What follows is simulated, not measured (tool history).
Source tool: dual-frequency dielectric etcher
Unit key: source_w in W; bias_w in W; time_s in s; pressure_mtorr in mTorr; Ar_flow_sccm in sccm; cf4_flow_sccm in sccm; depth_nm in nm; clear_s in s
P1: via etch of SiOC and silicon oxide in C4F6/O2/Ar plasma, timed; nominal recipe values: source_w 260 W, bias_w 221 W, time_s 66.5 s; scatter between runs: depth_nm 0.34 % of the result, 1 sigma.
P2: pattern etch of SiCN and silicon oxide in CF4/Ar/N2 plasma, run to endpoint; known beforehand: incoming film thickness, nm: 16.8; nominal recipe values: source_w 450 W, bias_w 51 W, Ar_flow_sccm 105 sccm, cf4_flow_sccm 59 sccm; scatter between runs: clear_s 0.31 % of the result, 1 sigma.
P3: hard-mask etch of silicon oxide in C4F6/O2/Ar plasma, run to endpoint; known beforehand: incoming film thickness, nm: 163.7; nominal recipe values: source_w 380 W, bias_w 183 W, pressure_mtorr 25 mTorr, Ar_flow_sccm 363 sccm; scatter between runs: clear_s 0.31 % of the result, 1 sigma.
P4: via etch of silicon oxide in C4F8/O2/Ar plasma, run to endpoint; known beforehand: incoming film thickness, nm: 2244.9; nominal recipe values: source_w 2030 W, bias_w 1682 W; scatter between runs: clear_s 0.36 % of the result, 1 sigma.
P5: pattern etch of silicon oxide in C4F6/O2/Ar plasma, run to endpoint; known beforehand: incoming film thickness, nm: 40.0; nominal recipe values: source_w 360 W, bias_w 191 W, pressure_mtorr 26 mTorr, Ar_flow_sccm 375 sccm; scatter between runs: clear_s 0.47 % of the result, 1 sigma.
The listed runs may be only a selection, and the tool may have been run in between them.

run   hour  process  source_w  bias_w  time_s  pressure_mtorr  Ar_flow_sccm  cf4_flow_sccm  hours since the last wet clean  hours since the last source power generator calibration  hours since the last bias power generator calibration  depth_nm  clear_s
  1    8.8       P1       260     221    66.5                                                                        337.2                                                    686.2                                                   2205    66.532
  2   16.1       P1       350     221    66.5                                                                        344.5                                                    693.5                                                 2212.3    75.002
  3   25.6       P3       380     183                    29.5           363                                            354                                                      703                                                 2221.8             53.997
  4   37.9       P2       570      51                                   105             59                           366.3                                                    715.3                                                 2234.1             18.704
  5   52.6       P1       260     221    66.5                                                                          381                                                      730                                                 2248.8    67.125
  6     60       P5       360     191                      26           375                                          388.4                                                    737.4                                                 2256.2             12.503
  7   69.1       P5       360     191                      26           375                                          397.5                                                    746.5                                                 2265.3             12.432
  8   78.4       P5       500     191                      26           375                                          406.8                                                    755.8                                                 2274.6             10.977
  9   92.9       P5       360     117                      26           375                                          421.3                                                    770.3                                                 2289.1             14.391
 10  107.3       P2       450      51                                    74             59                           435.7                                                    784.7                                                 2303.5             21.944
 11  122.4       P3       260     183                      25           363                                          450.8                                                    799.8                                                 2318.6             61.235
 12  135.7       P5       360     191                      26           483                                          464.1                                                    813.1                                                 2331.9              12.94
 13  144.9       P3       380     123                      25           363                                          473.3                                                    822.3                                                 2341.1             59.456
 14  155.3       P4      2030    1682                                                                                483.7                                                    832.7                                                 2351.5             462.15
 15  165.4       P1       320     164    66.5                                                                        493.8                                                    842.8                                                 2361.6    66.011
 16  179.9       P4      2030    1682                                                                                508.3                                                    857.3                                                 2376.1             462.58
 17  187.7       P2       450      51                                   105             59                           516.1                                                    865.1                                                 2383.9             23.131
 18  201.8       P4      2030    2348                                                                                530.2                                                    879.2                                                   2398             419.44
 19  217.6       P1       260     293    66.5                                                                          546                                                      895                                                 2413.8    73.951
 20  231.3       P2       450      67                                   105             59                           559.7                                                    908.7                                                 2427.5             20.969
 21  241.6       P1       260     221    36.5                                                                          570                                                      919                                                 2437.8    36.824
 22    257       P3       380     183                      25           448                                          585.4                                                    934.4                                                 2453.2              53.92
 23  265.6       P3       380     183                      25           363                                            594                                                      943                                                 2461.8             52.682
 24  274.5       P1       260     161    66.5                                                                        602.9                                                    951.9                                                 2470.7    60.325
 25  284.6       P1       260     221    66.5                                                                          613                                                      962                                                 2480.8    67.348
 26  297.4       P1       260     221    66.5                                                                        625.8                                                    974.8                                                 2493.6      67.4
 27  312.6       P2       450      51                                   105             38                             641                                                      990                                                 2508.8             25.062
 28  321.8       P1       260     221    66.5                                                                        650.2                                                    999.2                                                   2518    66.636
 29  334.2       P1       190     221    66.5                                                                        662.6                                                   1011.6                                                 2530.4     59.42
 30  341.5       P3       380     183                      25           363                                          669.9                                                   1018.9                                                 2537.7             52.493
 31    354       P1       260     221    66.5                                                                        682.4                                                   1031.4                                                 2550.2    67.373
 32  362.5       P5       360     191                      32           375                                          690.9                                                   1039.9                                                 2558.7             12.742
 33  372.5       P1       260     221    86.5                                                                        700.9                                                   1049.9                                                 2568.7    87.353
 34  384.5       P4      2820    1682                                                                                712.9                                                   1061.9                                                 2580.7             405.84
 35  395.5       P1       260     221    66.5                                                                        723.9                                                   1072.9                                                 2591.7    67.034
 36  405.1       P1       260     221    66.5                                                                        733.5                                                   1082.5                                                 2601.3    66.622

Run 37, settings as shown, results not yet in. Your forecast:
 37  419.4       P1       260     221    66.5                                                                        747.8                                                   1096.8                                                 2615.6         ?

Run 37 yielded depth_nm 66.755 nm.

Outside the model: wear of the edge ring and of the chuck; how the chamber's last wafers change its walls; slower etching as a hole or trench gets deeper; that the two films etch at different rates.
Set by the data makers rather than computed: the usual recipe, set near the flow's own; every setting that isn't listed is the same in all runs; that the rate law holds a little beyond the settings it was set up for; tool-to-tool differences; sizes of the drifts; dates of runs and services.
